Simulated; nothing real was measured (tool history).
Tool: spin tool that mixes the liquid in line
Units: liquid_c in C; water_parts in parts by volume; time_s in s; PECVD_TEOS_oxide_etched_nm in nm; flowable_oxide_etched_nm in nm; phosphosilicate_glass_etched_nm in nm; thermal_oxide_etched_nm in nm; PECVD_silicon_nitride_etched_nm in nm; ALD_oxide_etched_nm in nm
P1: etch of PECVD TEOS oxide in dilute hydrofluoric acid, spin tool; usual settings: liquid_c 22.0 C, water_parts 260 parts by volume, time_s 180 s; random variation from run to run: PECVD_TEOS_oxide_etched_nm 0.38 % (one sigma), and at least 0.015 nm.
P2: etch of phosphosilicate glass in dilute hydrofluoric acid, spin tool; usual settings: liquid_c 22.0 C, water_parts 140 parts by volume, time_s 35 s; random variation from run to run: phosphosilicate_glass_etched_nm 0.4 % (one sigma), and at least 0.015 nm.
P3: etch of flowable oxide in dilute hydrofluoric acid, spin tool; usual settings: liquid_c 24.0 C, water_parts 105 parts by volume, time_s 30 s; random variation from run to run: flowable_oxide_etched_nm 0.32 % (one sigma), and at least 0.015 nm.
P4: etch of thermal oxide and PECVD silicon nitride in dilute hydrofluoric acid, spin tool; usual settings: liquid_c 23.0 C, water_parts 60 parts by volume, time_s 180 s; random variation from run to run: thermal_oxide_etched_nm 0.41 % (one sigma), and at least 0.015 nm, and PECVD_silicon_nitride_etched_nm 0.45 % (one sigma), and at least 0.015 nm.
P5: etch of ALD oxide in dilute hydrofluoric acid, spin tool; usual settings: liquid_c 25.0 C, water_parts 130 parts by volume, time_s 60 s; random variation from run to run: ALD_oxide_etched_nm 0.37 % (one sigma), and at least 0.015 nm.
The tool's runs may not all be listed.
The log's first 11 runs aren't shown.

run,hour,process,liquid_c,water_parts,time_s,hours since the thermometer was replaced,hours since the hydrofluoric acid flow meter was replaced,PECVD_TEOS_oxide_etched_nm,flowable_oxide_etched_nm,phosphosilicate_glass_etched_nm,thermal_oxide_etched_nm,PECVD_silicon_nitride_etched_nm,ALD_oxide_etched_nm
12,66.7,P4,23.0,20,180,645.6,628.9,,,,45.420,15.9770,
13,70.4,P4,29.5,60,180,649.3,632.6,,,,18.666,8.4809,
14,77.1,P2,22.0,245,35,656.0,639.3,,,6.8004,,,
15,82.1,P4,23.0,60,320,661.0,644.3,,,,25.534,9.7759,
# hour 85.9: hydrofluoric acid flow meter replaced
16,89.6,P1,17.5,260,180,668.5,3.7,6.1456,,,,,
17,93.5,P1,22.0,365,180,672.4,7.6,4.7043,,,,,
18,97.2,P5,31.5,130,60,676.1,11.3,,,,,,18.0060
19,101.0,P1,22.0,260,180,679.9,15.1,7.2519,,,,,
20,105.7,P5,25.0,130,60,684.6,19.8,,,,,,14.0290
21,110.7,P5,25.0,190,60,689.6,24.8,,,,,,9.0421
22,114.1,P1,26.5,260,180,693.0,28.2,8.4439,,,,,
23,118.3,P1,22.0,260,95,697.2,32.4,3.8423,,,,,
24,124.9,P1,22.0,260,180,703.8,39.0,7.2734,,,,,
25,132.1,P3,24.0,105,30,711.0,46.2,,14.0650,,,,
26,138.8,P5,25.0,130,60,717.7,52.9,,,,,,14.0380
27,146.2,P1,17.0,260,35,725.1,60.3,1.1471,,,,,
28,150.9,P2,22.0,140,35,729.8,65.0,,,13.2320,,,
29,156.0,P3,24.0,105,15,734.9,70.1,,6.9694,,,,
30,163.6,P5,25.0,130,105,742.5,77.7,,,,,,24.6950
31,171.1,P1,22.0,140,180,750.0,85.2,15.1690,,,,,
32,179.0,P1,22.0,260,180,757.9,93.1,7.2307,,,,,
33,186.4,P3,24.0,105,30,765.3,100.5,,13.9370,,,,
34,191.0,P1,22.0,260,180,769.9,105.1,7.2715,,,,,

The next listed run, before its measurement:
35,196.2,P1,22.0,260,180,775.1,110.3,?,,,,,

PECVD_TEOS_oxide_etched_nm: 7.3768 nm

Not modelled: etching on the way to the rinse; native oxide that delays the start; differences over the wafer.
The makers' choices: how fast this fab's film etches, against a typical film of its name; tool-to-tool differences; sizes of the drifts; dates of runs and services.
